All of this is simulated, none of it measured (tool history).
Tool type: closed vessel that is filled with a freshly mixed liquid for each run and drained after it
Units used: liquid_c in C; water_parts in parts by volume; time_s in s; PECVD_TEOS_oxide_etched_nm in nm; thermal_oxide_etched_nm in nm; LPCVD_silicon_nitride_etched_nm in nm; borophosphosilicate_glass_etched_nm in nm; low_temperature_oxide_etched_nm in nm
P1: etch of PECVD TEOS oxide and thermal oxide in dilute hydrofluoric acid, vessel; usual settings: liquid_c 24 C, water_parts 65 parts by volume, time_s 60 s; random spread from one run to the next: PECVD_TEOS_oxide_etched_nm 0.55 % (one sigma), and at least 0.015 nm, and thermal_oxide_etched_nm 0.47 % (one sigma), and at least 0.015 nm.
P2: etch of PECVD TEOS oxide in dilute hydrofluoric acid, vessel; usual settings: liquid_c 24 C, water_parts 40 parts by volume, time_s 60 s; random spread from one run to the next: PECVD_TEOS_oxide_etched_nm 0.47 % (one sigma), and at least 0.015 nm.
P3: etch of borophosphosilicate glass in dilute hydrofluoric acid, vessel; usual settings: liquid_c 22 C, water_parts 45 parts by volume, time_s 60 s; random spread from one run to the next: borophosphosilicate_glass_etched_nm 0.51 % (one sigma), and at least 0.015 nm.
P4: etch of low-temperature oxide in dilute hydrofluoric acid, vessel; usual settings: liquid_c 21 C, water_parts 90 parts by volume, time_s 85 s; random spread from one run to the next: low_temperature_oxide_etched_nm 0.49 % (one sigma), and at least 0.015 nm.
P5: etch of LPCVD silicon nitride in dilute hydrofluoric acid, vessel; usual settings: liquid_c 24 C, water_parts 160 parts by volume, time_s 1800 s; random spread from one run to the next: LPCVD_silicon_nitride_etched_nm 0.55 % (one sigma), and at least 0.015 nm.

run,hour,process,liquid_c,water_parts,time_s,hours since the thermometer was replaced,hours since the hydrofluoric acid flow meter was replaced,PECVD_TEOS_oxide_etched_nm,thermal_oxide_etched_nm,LPCVD_silicon_nitride_etched_nm,borophosphosilicate_glass_etched_nm,low_temperature_oxide_etched_nm
1,11.6,P1,24,65,60,480.2,669.8,23.105,4.5888,,,
2,27,P5,24,160,1800,495.6,685.2,,,5.7407,,
3,44.1,P5,28,160,1800,512.7,702.3,,,7.5229,,
4,55,P3,22,45,30,523.6,713.2,,,,23.816,
5,68.5,P4,21,90,145,537.1,726.7,,,,,26.587
6,80.4,P4,21,90,85,549,738.6,,,,,15.517
7,94.4,P1,24,90,60,563,752.6,15.994,3.1688,,,
8,111.8,P1,24,65,60,580.4,770,23.211,4.5316,,,
# hour 116.8: thermometer replaced
9,123.5,P5,24,160,140,6.7,781.7,,,0.42284,,
10,138.2,P2,24,40,60,21.4,796.4,18.107,,,,
11,149,P3,22,45,60,32.2,807.2,,,,47.202,
12,165.4,P2,24,40,30,48.6,823.6,8.9914,,,,
13,178.1,P1,17,95,60,61.3,836.3,11.374,2.2536,,,
14,190,P2,17,40,60,73.2,848.2,13.423,,,,
15,206.2,P4,29,90,85,89.4,864.4,,,,,21.35
16,220.9,P1,24,65,60,104.1,879.1,23.24,4.5043,,,
17,230.9,P3,28,45,60,114.1,889.1,,,,60.824,
18,239.6,P1,24,65,60,122.8,897.8,23.015,4.5708,,,
19,250,P1,24,20,60,133.2,908.2,79.477,15.87,,,
20,262.3,P3,22,75,60,145.5,920.5,,,,27.508,
21,276.8,P1,24,65,30,160,935,11.618,2.2927,,,
22,289.5,P1,24,65,60,172.7,947.7,23.302,4.559,,,
23,300.9,P1,24,65,60,184.1,959.1,23.176,4.5382,,,
24,318.7,P1,19,65,60,201.9,976.9,18.727,3.6835,,,
25,336.8,P1,18.5,65,30,220,995,9.1887,1.8017,,,
26,347.7,P1,17,65,30,230.9,1005.9,8.6578,1.7011,,,
27,361.4,P2,24,20,60,244.6,1019.6,37.333,,,,
28,372,P5,24,50,1800,255.2,1030.2,,,18.35,,
29,384.2,P1,24,65,60,267.4,1042.4,23.112,4.595,,,
30,395.7,P4,21,25,85,278.9,1053.9,,,,,60.781
31,412.7,P1,30.5,65,60,295.9,1070.9,29.805,5.8671,,,
32,426.8,P1,24,65,100,310,1085,38.362,7.6023,,,
33,444.1,P4,21,90,85,327.3,1102.3,,,,,15.601
34,455.4,P1,24,65,60,338.6,1113.6,22.833,4.5845,,,
35,468.5,P1,24,65,60,351.7,1126.7,22.607,4.3983,,,
36,485.8,P1,24,65,60,369,1144,22.161,4.295,,,
37,494.4,P1,24,65,60,377.6,1152.6,21.771,4.2913,,,
38,512.8,P1,24,65,60,396,1171,21.237,4.2084,,,
39,522.6,P1,24,65,60,405.8,1180.8,21.461,4.2041,,,
40,533.6,P1,24,65,60,416.8,1191.8,21.115,4.1908,,,
41,543.2,P1,24,65,60,426.4,1201.4,21.328,4.1548,,,
42,560.3,P1,24,65,60,443.5,1218.5,21.087,4.1798,,,
43,573.3,P1,24,65,60,456.5,1231.5,21.013,4.133,,,
44,585.7,P1,24,65,60,468.9,1243.9,20.951,4.1188,,,
45,600.7,P1,24,65,60,483.9,1258.9,21.028,4.1563,,,

The log shows P1 creeping away from where it was. Any of the 2 causes listed here, at the size stated for it, fits the log just as well as the others:
A: hydrofluoric acid flow below the setpoint (%) = 8.3
B: liquid colder than its thermometer reads (K) = 2.3
At approximately hour 455.4, the process output began to creep.

Below are 4 check runs, each averaged over 2 wafers, with their results shown as question marks. Which of them would give clearly different results depending on which cause is behind the drift?
check 1,615.7,P5,24,105,320,,,,,?,,
check 2,615.7,P2,24,25,60,,,?,,,,
check 3,615.7,P3,22,65,30,,,,,,?,
check 4,615.7,P4,24,90,140,,,,,,,?

How each check would come out, cause by cause:
check,result,if A,if B
check 1,LPCVD_silicon_nitride_etched_nm,1.4451,1.3513
check 2,PECVD_TEOS_oxide_etched_nm,26.879,26.667
check 3,borophosphosilicate_glass_etched_nm,14.597,14.565
check 4,low_temperature_oxide_etched_nm,26.295,26.402
Per check, the gap between the least separated pair of causes, taken in the result that splits them most: check 1 6.71 %; check 2 0.79 %; check 3 0.22 %; check 4 0.41 %
Check 1 distinguishes between the causes, while the remaining checks would return nearly the same result for all of them.

Running check 1 produced the following: LPCVD_silicon_nitride_etched_nm 1.3425 nm. Which one of the listed causes fits?

B is the cause: liquid colder than its thermometer reads (K).

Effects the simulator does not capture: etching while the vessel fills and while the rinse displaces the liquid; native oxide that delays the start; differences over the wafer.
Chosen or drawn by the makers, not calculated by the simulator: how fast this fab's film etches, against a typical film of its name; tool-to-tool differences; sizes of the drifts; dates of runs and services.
